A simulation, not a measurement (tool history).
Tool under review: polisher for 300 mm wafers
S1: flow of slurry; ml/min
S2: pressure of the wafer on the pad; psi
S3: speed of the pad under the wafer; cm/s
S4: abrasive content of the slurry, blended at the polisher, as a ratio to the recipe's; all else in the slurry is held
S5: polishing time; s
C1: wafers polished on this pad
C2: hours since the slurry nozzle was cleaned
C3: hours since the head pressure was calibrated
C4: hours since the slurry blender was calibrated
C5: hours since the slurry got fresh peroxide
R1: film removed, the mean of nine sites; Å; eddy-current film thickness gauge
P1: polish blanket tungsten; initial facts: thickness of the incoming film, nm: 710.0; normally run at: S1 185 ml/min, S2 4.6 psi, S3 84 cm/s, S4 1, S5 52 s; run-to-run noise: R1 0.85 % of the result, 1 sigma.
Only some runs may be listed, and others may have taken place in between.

run 1 hour=8.6 | S1=185 S2=4.6 S3=84 S4=1 S5=52 | C1=372 C2=355.1 C3=1031.8 C4=202.4 C5=37.6 | R1=2997.5
run 2 hour=19.2 | S1=185 S2=4.6 S3=116 S4=1 S5=52 | C1=517 C2=365.7 C3=1042.4 C4=213 C5=48.2 | R1=4117.7
run 3 hour=29.8 | S1=110 S2=4.6 S3=84 S4=1 S5=52 | C1=662 C2=376.3 C3=1053 C4=223.6 C5=58.8 | R1=2683.5
-- hour=36.2 worn pad replaced by a new one
run 4 hour=42.8 | S1=185 S2=4.6 S3=84 S4=1 S5=52 | C1=91 C2=389.3 C3=1066 C4=236.6 C5=71.8 | R1=2909.5
run 5 hour=49.4 | S1=185 S2=4.6 S3=84 S4=1 S5=52 | C1=182 C2=395.9 C3=1072.6 C4=243.2 C5=78.4 | R1=2979.3
run 6 hour=62.1 | S1=185 S2=4.6 S3=84 S4=1.45 S5=52 | C1=356 C2=408.6 C3=1085.3 C4=255.9 C5=91.1 | R1=3212.1
run 7 hour=70.3 | S1=185 S2=4.6 S3=84 S4=1 S5=52 | C1=468 C2=416.8 C3=1093.5 C4=264.1 C5=99.3 | R1=2960.4
run 8 hour=79.9 | S1=185 S2=2.1 S3=84 S4=1 S5=52 | C1=600 C2=426.4 C3=1103.1 C4=273.7 C5=108.9 | R1=1351.5
-- hour=82.6 head pressure recalibrated
run 9 hour=89.1 | S1=185 S2=2.7 S3=84 S4=1 S5=67 | C1=726 C2=435.6 C3=6.5 C4=282.9 C5=118.1 | R1=2227.5
-- hour=95.6 slurry tank refilled with fresh slurry and peroxide
run 10 hour=100 | S1=185 S2=4.6 S3=84 S4=1 S5=52 | C1=876 C2=446.5 C3=17.4 C4=293.8 C5=4.5 | R1=2962.2
run 11 hour=107.3 | S1=285 S2=4.6 S3=84 S4=1 S5=52 | C1=976 C2=453.8 C3=24.7 C4=301.1 C5=11.8 | R1=3075.7
run 12 hour=116.2 | S1=185 S2=4.6 S3=84 S4=1 S5=26 | C1=1098 C2=462.7 C3=33.6 C4=310 C5=20.7 | R1=1483.4
run 13 hour=123.7 | S1=185 S2=7.2 S3=84 S4=1 S5=52 | C1=1201 C2=470.2 C3=41.1 C4=317.5 C5=28.2 | R1=4594.6
run 14 hour=133.7 | S1=185 S2=4.6 S3=40 S4=1 S5=52 | C1=1338 C2=480.2 C3=51.1 C4=327.5 C5=38.2 | R1=1384.2
run 15 hour=145.8 | S1=185 S2=4.6 S3=84 S4=1 S5=78 | C1=1504 C2=492.3 C3=63.2 C4=339.6 C5=50.3 | R1=4460.5
run 16 hour=155.9 | S1=185 S2=7 S3=84 S4=0.8 S5=52 | C1=1643 C2=502.4 C3=73.3 C4=349.7 C5=60.4 | R1=4256.6
run 17 hour=167.5 | S1=185 S2=4.6 S3=84 S4=1 S5=52 | C1=1802 C2=514 C3=84.9 C4=361.3 C5=72 | R1=2957.3
run 18 hour=174 | S1=185 S2=4.6 S3=84 S4=0.55 S5=52 | C1=1891 C2=520.5 C3=91.4 C4=367.8 C5=78.5 | R1=2582.6
run 19 hour=185.6 | S1=275 S2=6.2 S3=84 S4=1 S5=52 | C1=2050 C2=532.1 C3=103 C4=379.4 C5=90.1 | R1=4155.5
run 20 hour=194.1 | S1=185 S2=4.6 S3=84 S4=1 S5=52 | C1=2167 C2=540.6 C3=111.5 C4=387.9 C5=98.6 | R1=3013.3
run 21 hour=206.2 | S1=185 S2=4.6 S3=84 S4=1 S5=52 | C1=2333 C2=552.7 C3=123.6 C4=400 C5=110.7 | R1=2827.1
run 22 hour=213.7 | S1=185 S2=4.6 S3=84 S4=1 S5=52 | C1=2436 C2=560.2 C3=131.1 C4=407.5 C5=118.2 | R1=2840.1
-- hour=222.2 worn pad replaced by a new one
run 23 hour=226.9 | S1=185 S2=4.6 S3=84 S4=1 S5=52 | C1=65 C2=573.4 C3=144.3 C4=420.7 C5=131.4 | R1=2785.8
-- hour=228.6 slurry blender recalibrated
-- hour=232.5 head pressure recalibrated
run 24 hour=237.6 | S1=185 S2=4.6 S3=84 S4=1 S5=52 | C1=212 C2=584.1 C3=5.2 C4=9 C5=142.1 | R1=2742.2
run 25 hour=245.1 | S1=185 S2=4.6 S3=84 S4=1 S5=52 | C1=315 C2=591.6 C3=12.7 C4=16.5 C5=149.6 | R1=2710.8
run 26 hour=258.5 | S1=185 S2=4.6 S3=84 S4=1 S5=52 | C1=498 C2=605 C3=26.1 C4=29.9 C5=163 | R1=2720

Run 27, settings as shown, results not yet in. Your forecast:
run 27 hour=268.9 | S1=185 S2=4.6 S3=84 S4=1 S5=52 | C1=641 C2=615.4 C3=36.5 C4=40.3 C5=173.4 | R1=?

Logged for run 27: R1 2715.5 Å.
